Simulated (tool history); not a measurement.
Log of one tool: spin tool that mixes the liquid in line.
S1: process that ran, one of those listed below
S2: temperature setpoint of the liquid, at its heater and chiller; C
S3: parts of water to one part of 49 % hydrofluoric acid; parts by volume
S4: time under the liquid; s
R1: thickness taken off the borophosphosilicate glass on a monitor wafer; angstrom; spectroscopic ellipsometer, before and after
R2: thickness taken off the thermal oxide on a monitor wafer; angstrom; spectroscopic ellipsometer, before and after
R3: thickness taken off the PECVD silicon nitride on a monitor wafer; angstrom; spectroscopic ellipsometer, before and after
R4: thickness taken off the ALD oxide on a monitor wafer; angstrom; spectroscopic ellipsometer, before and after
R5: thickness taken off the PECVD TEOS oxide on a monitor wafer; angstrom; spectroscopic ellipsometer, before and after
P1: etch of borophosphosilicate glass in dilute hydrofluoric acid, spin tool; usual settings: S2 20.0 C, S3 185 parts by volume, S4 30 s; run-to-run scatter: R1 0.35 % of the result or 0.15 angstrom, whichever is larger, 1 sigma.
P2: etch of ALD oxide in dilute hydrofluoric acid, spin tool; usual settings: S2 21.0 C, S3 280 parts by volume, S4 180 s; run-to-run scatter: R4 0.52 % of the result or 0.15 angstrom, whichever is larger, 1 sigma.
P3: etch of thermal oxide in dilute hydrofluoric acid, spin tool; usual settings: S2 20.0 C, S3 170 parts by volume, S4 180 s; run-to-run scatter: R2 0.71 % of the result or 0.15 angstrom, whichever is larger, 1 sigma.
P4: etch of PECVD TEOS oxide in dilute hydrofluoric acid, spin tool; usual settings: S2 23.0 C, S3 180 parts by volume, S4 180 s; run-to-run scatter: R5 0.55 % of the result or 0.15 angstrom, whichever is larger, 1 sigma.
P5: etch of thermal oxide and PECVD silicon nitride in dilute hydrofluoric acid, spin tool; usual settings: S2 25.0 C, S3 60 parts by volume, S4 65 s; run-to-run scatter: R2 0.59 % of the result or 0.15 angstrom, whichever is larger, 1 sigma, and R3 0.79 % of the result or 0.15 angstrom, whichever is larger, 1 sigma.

run   hour  S1    S2   S3   S4       R1       R2      R3       R4       R5
  1   10.2  P1  20.0  185   30   60.451
  2   17.1  P5  25.0   60  105            93.771  44.983
  3   26.6  P1  20.0  185   30   60.314
  4   35.3  P2  17.0  280  180                             59.221
  5   42.8  P5  20.0   60   65            47.136  19.557
  6   51.4  P4  23.0  180  180                                     154.400
  7   60.8  P2  21.0  470  180                             35.178
  8   68.4  P1  17.0  290   30   31.369
  9   75.7  P3  17.0  170  180            32.999
 10   83.3  P1  20.0  185   30   60.450
 11   94.0  P4  23.0  255  180                                      98.894
 12  107.4  P1  20.0  185   15   30.384
 13  121.2  P1  25.0  185   30   73.225
 14  131.8  P1  20.0  185   30   60.464
 15  142.4  P1  17.0  185   15   27.006
 16  154.7  P1  20.0  185   30   60.563
 17  162.7  P5  25.0   20   65           183.650  80.657
 18  175.7  P1  20.0   50   30  258.320
 19  186.0  P4  23.0  180  180                                     152.740
     195.8  -- thermometer replaced
 20  199.6  P3  20.0  170   95            19.638
 21  206.7  P4  23.0  180  280                                     240.190
 22  216.2  P1  20.0  185   45   90.478
 23  227.8  P4  17.5  180  180                                     123.930
 24  234.7  P2  21.0  280  285                            109.630
 25  242.7  P5  25.0   60   65            58.177  27.509
 26  255.8  P2  21.0  280  180                             69.641
 27  263.7  P1  20.0  265   30   39.097
 28  277.7  P3  20.0   50  180           144.800
 29  286.0  P3  20.0  170  180            38.711
 30  296.0  P1  17.0  185   30   53.433
 31  307.3  P1  20.0  185   30   59.957
 32  316.5  P1  20.0  185   30   61.666
 33  329.9  P1  20.0  185   30   62.563
 34  340.9  P1  20.0  185   30   63.462
 35  348.6  P1  20.0  185   30   63.260
 36  361.1  P1  20.0  185   30   63.089
 37  375.4  P1  20.0  185   30   63.871
 38  386.0  P1  20.0  185   30   63.923
 39  399.9  P1  20.0  185   30   63.458
 40  411.5  P1  20.0  185   30   64.095
 41  420.9  P1  20.0  185   30   63.875

What P1 gives has crept away from where it was. These 2 causes fit the log equally well, each at the size given:
A: hydrofluoric acid flow above the setpoint (%) = 5.22
B: liquid hotter than its thermometer reads (K) = 1.56
The creep began at about hour 307.3.

4 check runs are offered, each on 2 wafers whose results are averaged, their results left as question marks. Which one tells the causes apart?
check 1  430.3  P3  20.0  170  180       ?
check 2  430.3  P4  23.0  180  180                   ?
check 3  430.3  P5  25.0   60   65       ?   ?
check 4  430.3  P2  21.0  280  180               ?

What each check would give under each cause:
  check  result     if A     if B
check 1      R2   40.114   40.169
check 2      R5  163.170  162.850
check 3      R2   61.318   61.800
check 3      R3   29.134   30.726
check 4      R4   73.958   73.405
How far apart the two closest causes lie, in the result that separates them most: check 1 0.14 %; check 2 0.2 %; check 3 5.32 %; check 4 0.75 %
Only check 3 tells the causes apart: in the others they would give nearly the same result.

Then check 3 was run and gave: R2 62.088 angstrom; R3 30.726 angstrom. Which cause is it?

It is B: liquid hotter than its thermometer reads (K).
